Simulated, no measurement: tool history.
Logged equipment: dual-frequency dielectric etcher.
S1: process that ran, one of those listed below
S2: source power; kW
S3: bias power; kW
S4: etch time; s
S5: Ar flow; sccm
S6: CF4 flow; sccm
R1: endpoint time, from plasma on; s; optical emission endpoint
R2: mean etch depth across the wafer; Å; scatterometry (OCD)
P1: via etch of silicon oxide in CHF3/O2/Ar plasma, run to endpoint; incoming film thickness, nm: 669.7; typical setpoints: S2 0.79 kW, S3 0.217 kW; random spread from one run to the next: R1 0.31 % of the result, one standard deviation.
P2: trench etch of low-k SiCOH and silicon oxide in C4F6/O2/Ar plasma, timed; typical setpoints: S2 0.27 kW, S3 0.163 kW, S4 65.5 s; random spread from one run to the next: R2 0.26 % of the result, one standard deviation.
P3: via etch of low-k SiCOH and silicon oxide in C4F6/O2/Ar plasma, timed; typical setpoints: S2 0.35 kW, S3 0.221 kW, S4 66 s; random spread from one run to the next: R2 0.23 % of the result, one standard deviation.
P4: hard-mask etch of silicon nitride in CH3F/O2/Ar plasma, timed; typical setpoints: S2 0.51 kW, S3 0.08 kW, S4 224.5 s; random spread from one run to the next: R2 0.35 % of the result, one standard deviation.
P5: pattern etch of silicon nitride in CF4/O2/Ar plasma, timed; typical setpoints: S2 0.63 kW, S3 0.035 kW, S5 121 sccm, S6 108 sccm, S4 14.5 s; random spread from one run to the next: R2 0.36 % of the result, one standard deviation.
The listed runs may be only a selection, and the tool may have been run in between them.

run	hour	S1	S2	S3	S4	S5	S6	R1	R2
1	8.6	P1	0.79	0.217				283.08	
2	16.6	P1	0.79	0.217				283.42	
3	30.8	P2	0.27	0.163	48.5				1317.9
4	39.3	P1	0.79	0.217				281.46	
5	49.7	P1	0.55	0.217				325.29	
6	58.7	P1	0.57	0.159				355.92	
7	71.9	P5	0.63	0.035	14.5	121	108		299.21
8	79.2	P4	0.31	0.08	224.5				1479.3
9	87.3	P5	0.63	0.025	14.5	121	108		269.29
10	95.3	P5	0.63	0.035	14.5	121	108		299.92
11	106.2	P1	0.5	0.151				378.99	
12	116.8	P3	0.35	0.136	66				1625.3
# hour 127.1: source power generator calibrated
13	131.8	P5	0.63	0.035	14.5	89	108		313.02
14	144.7	P1	0.79	0.139				327.66	
15	160.2	P2	0.16	0.163	65.5				1460.2
16	169.3	P3	0.42	0.221	66				2025.6
17	178	P3	0.35	0.221	66				1896.5
18	191.4	P5	0.63	0.035	14.5	121	74		282.78
19	205.7	P5	0.63	0.035	21.5	121	108		443.5
20	213.3	P3	0.35	0.221	87.5				2525.1
21	227.6	P4	0.51	0.05	224.5				1519.1
22	234.7	P4	0.51	0.08	224.5				1781.6
23	250.2	P1	0.79	0.217				284.07	
24	261	P1	0.79	0.217				283.09	
25	270.8	P1	0.95	0.217				263.27	
26	282.4	P5	0.45	0.035	14.5	121	108		224.35
# hour 293.7: bias power generator calibrated
27	295.2	P4	0.51	0.08	284.5				2273.4
28	308.5	P1	0.79	0.217				283.22	
29	315.9	P2	0.27	0.163	65.5				1784.9
30	326	P1	0.94	0.169				287.69	
31	335.6	P2	0.27	0.121	65.5				1632.1
32	344.8	P1	0.79	0.266				262.91	
33	353.7	P1	0.79	0.217				283.47	
34	360.8	P1	0.79	0.217				282.74	
35	371.4	P1	0.79	0.217				281.1	
36	384.6	P1	0.79	0.217				283.16	
37	398.9	P1	0.79	0.217				278.91	
38	411	P1	0.79	0.217				279.83	
39	418.7	P1	0.79	0.217				278.96	
# hour 422.6: wet clean of the chamber
40	426.6	P1	0.79	0.217				278.69	
41	441.8	P1	0.79	0.217				278.89	
42	453	P1	0.79	0.217				279.02	
43	468.9	P1	0.79	0.217				279.5	
44	484.8	P1	0.79	0.217				280	
45	497.6	P1	0.79	0.217				279.41	

Compared with where it was, what P1 gives has crept away. Each cause listed below fits the log as well as the rest, at the size given for it:
A: source power that arrives over what is set, % = 4.12
B: bias power that arrives over what is set, % = 4.57
The creep began at about hour 360.8.
Other possible causes, and why each is ruled out:
chamber walls in a state that raises the etch rate, %: work on it at hour 422.6, done after the drift set in, did not restore what the process gave before

You are offered 4 check runs, listed below with question marks in place of their results; each one averages 2 wafers. Which run separates the listed causes by giving clearly different results for each?
check 1	510.4	P3	0.35	0.157	78.5				?
check 2	510.4	P2	0.16	0.163	50.5				?
check 3	510.4	P5	0.63	0.035	21.5	121	108		?
check 4	510.4	P4	0.34	0.056	224.5				?

Predicted outcomes, by check and by cause:
check	result	if A	if B
check 1	R2	2053.7	2049.8
check 2	R2	1138.4	1137.6
check 3	R2	460.99	451.78
check 4	R2	1374.9	1373.8
Gap, in per cent, between the two causes that each check separates least, read from the result that separates them most: check 1 0.19 %; check 2 0.07 %; check 3 2.02 %; check 4 0.08 %
The other checks would show nearly matching results whichever cause is true, so check 3 is the only one that separates the causes.

Running check 3 produced the following: R2 460.76 Å. Which one of the listed causes fits?

It was cause A: source power that arrives over what is set, %.
